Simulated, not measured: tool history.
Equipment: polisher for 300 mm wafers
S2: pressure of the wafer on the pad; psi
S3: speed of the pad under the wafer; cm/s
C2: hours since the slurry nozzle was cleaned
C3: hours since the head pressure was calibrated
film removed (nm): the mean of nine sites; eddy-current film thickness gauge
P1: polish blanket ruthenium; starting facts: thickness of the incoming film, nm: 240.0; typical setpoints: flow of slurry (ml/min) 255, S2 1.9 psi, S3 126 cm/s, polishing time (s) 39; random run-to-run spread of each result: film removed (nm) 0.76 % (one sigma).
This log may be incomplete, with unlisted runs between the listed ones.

run 1 hour=8.2 | flow_of_slurry_(ml/min)=255 S2=1.9 S3=126 polishing_time_(s)=39 | wafers_polished_on_this_pad=384 C2=280.7 C3=553.9 | film_removed_(nm)=50.667
run 2 hour=20.4 | flow_of_slurry_(ml/min)=360 S2=1.9 S3=126 polishing_time_(s)=39 | wafers_polished_on_this_pad=487 C2=292.9 C3=566.1 | film_removed_(nm)=52.320
run 3 hour=27.0 | flow_of_slurry_(ml/min)=255 S2=1.9 S3=126 polishing_time_(s)=39 | wafers_polished_on_this_pad=543 C2=299.5 C3=572.7 | film_removed_(nm)=50.403
run 4 hour=38.3 | flow_of_slurry_(ml/min)=255 S2=2.7 S3=88 polishing_time_(s)=39 | wafers_polished_on_this_pad=639 C2=310.8 C3=584.0 | film_removed_(nm)=49.638
run 5 hour=50.1 | flow_of_slurry_(ml/min)=255 S2=1.9 S3=58 polishing_time_(s)=39 | wafers_polished_on_this_pad=739 C2=322.6 C3=595.8 | film_removed_(nm)=22.727
run 6 hour=62.5 | flow_of_slurry_(ml/min)=155 S2=1.9 S3=126 polishing_time_(s)=39 | wafers_polished_on_this_pad=844 C2=335.0 C3=608.2 | film_removed_(nm)=47.191
run 7 hour=73.4 | flow_of_slurry_(ml/min)=255 S2=1.9 S3=178 polishing_time_(s)=39 | wafers_polished_on_this_pad=936 C2=345.9 C3=619.1 | film_removed_(nm)=71.425
run 8 hour=85.1 | flow_of_slurry_(ml/min)=255 S2=2.4 S3=126 polishing_time_(s)=59 | wafers_polished_on_this_pad=1035 C2=357.6 C3=630.8 | film_removed_(nm)=95.907
run 9 hour=94.5 | flow_of_slurry_(ml/min)=255 S2=1.9 S3=126 polishing_time_(s)=39 | wafers_polished_on_this_pad=1115 C2=367.0 C3=640.2 | film_removed_(nm)=49.987
run 10 hour=108.7 | flow_of_slurry_(ml/min)=255 S2=2.9 S3=126 polishing_time_(s)=39 | wafers_polished_on_this_pad=1235 C2=381.2 C3=654.4 | film_removed_(nm)=76.259
run 11 hour=122.6 | flow_of_slurry_(ml/min)=255 S2=1.9 S3=126 polishing_time_(s)=25 | wafers_polished_on_this_pad=1353 C2=395.1 C3=668.3 | film_removed_(nm)=31.898
run 12 hour=130.3 | flow_of_slurry_(ml/min)=255 S2=1.9 S3=126 polishing_time_(s)=39 | wafers_polished_on_this_pad=1418 C2=402.8 C3=676.0 | film_removed_(nm)=49.728
run 13 hour=138.5 | flow_of_slurry_(ml/min)=255 S2=1.9 S3=126 polishing_time_(s)=39 | wafers_polished_on_this_pad=1487 C2=411.0 C3=684.2 | film_removed_(nm)=50.355
run 14 hour=148.9 | flow_of_slurry_(ml/min)=255 S2=1.9 S3=126 polishing_time_(s)=39 | wafers_polished_on_this_pad=1575 C2=421.4 C3=694.6 | film_removed_(nm)=50.105
run 15 hour=156.9 | flow_of_slurry_(ml/min)=255 S2=1.9 S3=126 polishing_time_(s)=39 | wafers_polished_on_this_pad=1643 C2=429.4 C3=702.6 | film_removed_(nm)=49.769
run 16 hour=167.8 | flow_of_slurry_(ml/min)=255 S2=0.9 S3=84 polishing_time_(s)=39 | wafers_polished_on_this_pad=1735 C2=440.3 C3=713.5 | film_removed_(nm)=15.970
run 17 hour=182.5 | flow_of_slurry_(ml/min)=255 S2=1.0 S3=126 polishing_time_(s)=39 | wafers_polished_on_this_pad=1860 C2=455.0 C3=728.2 | film_removed_(nm)=26.001
run 18 hour=191.4 | flow_of_slurry_(ml/min)=255 S2=1.9 S3=126 polishing_time_(s)=62 | wafers_polished_on_this_pad=1935 C2=463.9 C3=737.1 | film_removed_(nm)=79.240
run 19 hour=203.9 | flow_of_slurry_(ml/min)=255 S2=1.9 S3=126 polishing_time_(s)=39 | wafers_polished_on_this_pad=2041 C2=476.4 C3=749.6 | film_removed_(nm)=50.402
run 20 hour=212.6 | flow_of_slurry_(ml/min)=255 S2=1.9 S3=126 polishing_time_(s)=39 | wafers_polished_on_this_pad=2115 C2=485.1 C3=758.3 | film_removed_(nm)=49.705
run 21 hour=225.9 | flow_of_slurry_(ml/min)=255 S2=1.9 S3=126 polishing_time_(s)=39 | wafers_polished_on_this_pad=2227 C2=498.4 C3=771.6 | film_removed_(nm)=49.514
run 22 hour=237.3 | flow_of_slurry_(ml/min)=255 S2=1.9 S3=126 polishing_time_(s)=39 | wafers_polished_on_this_pad=2324 C2=509.8 C3=783.0 | film_removed_(nm)=47.978
run 23 hour=245.0 | flow_of_slurry_(ml/min)=255 S2=1.9 S3=126 polishing_time_(s)=39 | wafers_polished_on_this_pad=2389 C2=517.5 C3=790.7 | film_removed_(nm)=48.031
run 24 hour=253.5 | flow_of_slurry_(ml/min)=255 S2=1.9 S3=126 polishing_time_(s)=39 | wafers_polished_on_this_pad=2461 C2=526.0 C3=799.2 | film_removed_(nm)=47.973
-- hour=253.9 head pressure recalibrated
run 25 hour=260.1 | flow_of_slurry_(ml/min)=255 S2=1.9 S3=126 polishing_time_(s)=39 | wafers_polished_on_this_pad=2517 C2=532.6 C3=6.3 | film_removed_(nm)=47.470
run 26 hour=271.7 | flow_of_slurry_(ml/min)=255 S2=1.9 S3=126 polishing_time_(s)=39 | wafers_polished_on_this_pad=2615 C2=544.2 C3=17.9 | film_removed_(nm)=46.871
run 27 hour=285.7 | flow_of_slurry_(ml/min)=255 S2=1.9 S3=126 polishing_time_(s)=39 | wafers_polished_on_this_pad=2734 C2=558.2 C3=31.9 | film_removed_(nm)=47.437
run 28 hour=298.5 | flow_of_slurry_(ml/min)=255 S2=1.9 S3=126 polishing_time_(s)=39 | wafers_polished_on_this_pad=2842 C2=571.0 C3=44.7 | film_removed_(nm)=47.637
run 29 hour=310.5 | flow_of_slurry_(ml/min)=255 S2=1.9 S3=126 polishing_time_(s)=39 | wafers_polished_on_this_pad=2944 C2=583.0 C3=56.7 | film_removed_(nm)=47.558

The output of P1 has drifted from where it used to be. Each of the 2 causes below, taken at the size shown beside it, accounts for the log equally well:
A: slurry flow missing at the pad, % = 34.5
B: removal rate lost through wear of the pad, % = 5.36
Creep in the process output first set in at about hour 203.9.
Other possible causes, and why each is ruled out:
head's pressure below its setpoint, %: serviced after onset, at hour 253.9, with no recovery of the prior output

Which of the 4 check runs listed below, each an average over 3 wafers with its results shown as question marks, gives clearly different results under the different listed causes?
run check 1 hour=322.5 | flow_of_slurry_(ml/min)=155 S2=1.5 S3=126 polishing_time_(s)=39 | film_removed_(nm)=?
run check 2 hour=322.5 | flow_of_slurry_(ml/min)=255 S2=1.0 S3=78 polishing_time_(s)=39 | film_removed_(nm)=?
run check 3 hour=322.5 | flow_of_slurry_(ml/min)=255 S2=2.7 S3=126 polishing_time_(s)=39 | film_removed_(nm)=?
run check 4 hour=322.5 | flow_of_slurry_(ml/min)=255 S2=1.2 S3=126 polishing_time_(s)=39 | film_removed_(nm)=?

How each check would come out, cause by cause:
check=check_1 result=film_removed_(nm) if_A=33.846 if_B=34.955
check=check_2 result=film_removed_(nm) if_A=15.430 if_B=15.431
check=check_3 result=film_removed_(nm) if_A=67.300 if_B=67.301
check=check_4 result=film_removed_(nm) if_A=29.911 if_B=29.912
Gap, in per cent, between the two causes that each check separates least, read from the result that separates them most: check 1 3.22 %; check 2 0 %; check 3 0 %; check 4 0 %
The causes can be told apart only by check 1. The other checks would give nearly the same results under each of them.

Here is what check 1 returned: film removed (nm) 33.668. Which cause is it?

The correct cause is A, namely: slurry flow missing at the pad, %.

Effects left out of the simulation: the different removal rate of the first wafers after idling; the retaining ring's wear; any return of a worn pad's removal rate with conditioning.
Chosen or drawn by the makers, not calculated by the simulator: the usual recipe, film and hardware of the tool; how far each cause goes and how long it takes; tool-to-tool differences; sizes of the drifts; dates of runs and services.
